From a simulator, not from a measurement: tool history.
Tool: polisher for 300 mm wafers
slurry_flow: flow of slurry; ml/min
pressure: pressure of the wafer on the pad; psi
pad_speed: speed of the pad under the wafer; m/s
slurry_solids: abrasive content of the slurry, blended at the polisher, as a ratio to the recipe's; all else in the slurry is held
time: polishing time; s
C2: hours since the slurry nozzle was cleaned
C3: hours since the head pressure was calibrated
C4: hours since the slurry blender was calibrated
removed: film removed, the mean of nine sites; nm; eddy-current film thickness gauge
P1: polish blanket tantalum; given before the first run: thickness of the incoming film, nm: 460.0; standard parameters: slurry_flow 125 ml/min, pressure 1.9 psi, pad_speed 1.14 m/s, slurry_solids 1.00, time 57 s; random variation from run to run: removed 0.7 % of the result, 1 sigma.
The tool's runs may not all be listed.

Run 1, hour 7.1: slurry_flow 125 ml/min, pressure 1.9 psi, pad_speed 1.14 m/s, slurry_solids 1.00, time 57 s; wafers polished on this pad 359; C2 274.0; C3 89.8; C4 46.3. Result: removed 105.380 nm.
Run 2, hour 19.1: slurry_flow 125 ml/min, pressure 1.9 psi, pad_speed 1.14 m/s, slurry_solids 1.00, time 26 s; wafers polished on this pad 544; C2 286.0; C3 101.8; C4 58.3. Result: removed 48.163 nm.
Run 3, hour 28.9: slurry_flow 175 ml/min, pressure 1.9 psi, pad_speed 1.14 m/s, slurry_solids 1.00, time 57 s; wafers polished on this pad 695; C2 295.8; C3 111.6; C4 68.1. Result: removed 112.410 nm.
Run 4, hour 37.7: slurry_flow 125 ml/min, pressure 2.7 psi, pad_speed 1.14 m/s, slurry_solids 1.00, time 57 s; wafers polished on this pad 831; C2 304.6; C3 120.4; C4 76.9. Result: removed 149.900 nm.
Run 5, hour 48.8: slurry_flow 75 ml/min, pressure 1.9 psi, pad_speed 1.14 m/s, slurry_solids 1.00, time 57 s; wafers polished on this pad 1003; C2 315.7; C3 131.5; C4 88.0. Result: removed 92.794 nm.
Run 6, hour 55.4: slurry_flow 125 ml/min, pressure 1.9 psi, pad_speed 1.14 m/s, slurry_solids 1.00, time 57 s; wafers polished on this pad 1105; C2 322.3; C3 138.1; C4 94.6. Result: removed 104.950 nm.
Run 7, hour 64.2: slurry_flow 125 ml/min, pressure 1.9 psi, pad_speed 0.66 m/s, slurry_solids 1.40, time 57 s; wafers polished on this pad 1240; C2 331.1; C3 146.9; C4 103.4. Result: removed 67.040 nm.
Run 8, hour 75.9: slurry_flow 125 ml/min, pressure 1.9 psi, pad_speed 1.14 m/s, slurry_solids 1.00, time 57 s; wafers polished on this pad 1421; C2 342.8; C3 158.6; C4 115.1. Result: removed 105.430 nm.
Run 9, hour 81.7: slurry_flow 125 ml/min, pressure 1.9 psi, pad_speed 1.14 m/s, slurry_solids 1.45, time 57 s; wafers polished on this pad 1511; C2 348.6; C3 164.4; C4 120.9. Result: removed 117.000 nm.
Run 10, hour 89.7: slurry_flow 125 ml/min, pressure 1.9 psi, pad_speed 1.14 m/s, slurry_solids 0.55, time 57 s; wafers polished on this pad 1634; C2 356.6; C3 172.4; C4 128.9. Result: removed 86.145 nm.
Run 11, hour 101.4: slurry_flow 125 ml/min, pressure 1.9 psi, pad_speed 0.58 m/s, slurry_solids 0.80, time 57 s; wafers polished on this pad 1815; C2 368.3; C3 184.1; C4 140.6. Result: removed 49.805 nm.
Run 12, hour 109.3: slurry_flow 125 ml/min, pressure 1.9 psi, pad_speed 1.14 m/s, slurry_solids 1.00, time 57 s; wafers polished on this pad 1937; C2 376.2; C3 192.0; C4 148.5. Result: removed 105.110 nm.
Run 13, hour 115.3: slurry_flow 125 ml/min, pressure 1.9 psi, pad_speed 1.14 m/s, slurry_solids 1.00, time 90 s; wafers polished on this pad 2029; C2 382.2; C3 198.0; C4 154.5. Result: removed 166.410 nm.
Run 14, hour 124.1: slurry_flow 125 ml/min, pressure 1.9 psi, pad_speed 1.14 m/s, slurry_solids 1.00, time 57 s; wafers polished on this pad 2165; C2 391.0; C3 206.8; C4 163.3. Result: removed 107.750 nm.

Run 15, settings as shown, results not yet in. Your forecast:
Run 15, hour 135.0: slurry_flow 125 ml/min, pressure 1.9 psi, pad_speed 1.76 m/s, slurry_solids 1.00, time 57 s; wafers polished on this pad 2333; C2 401.9; C3 217.7; C4 174.2. Result: removed ?.

{"run 15": {"removed": 161.14}}
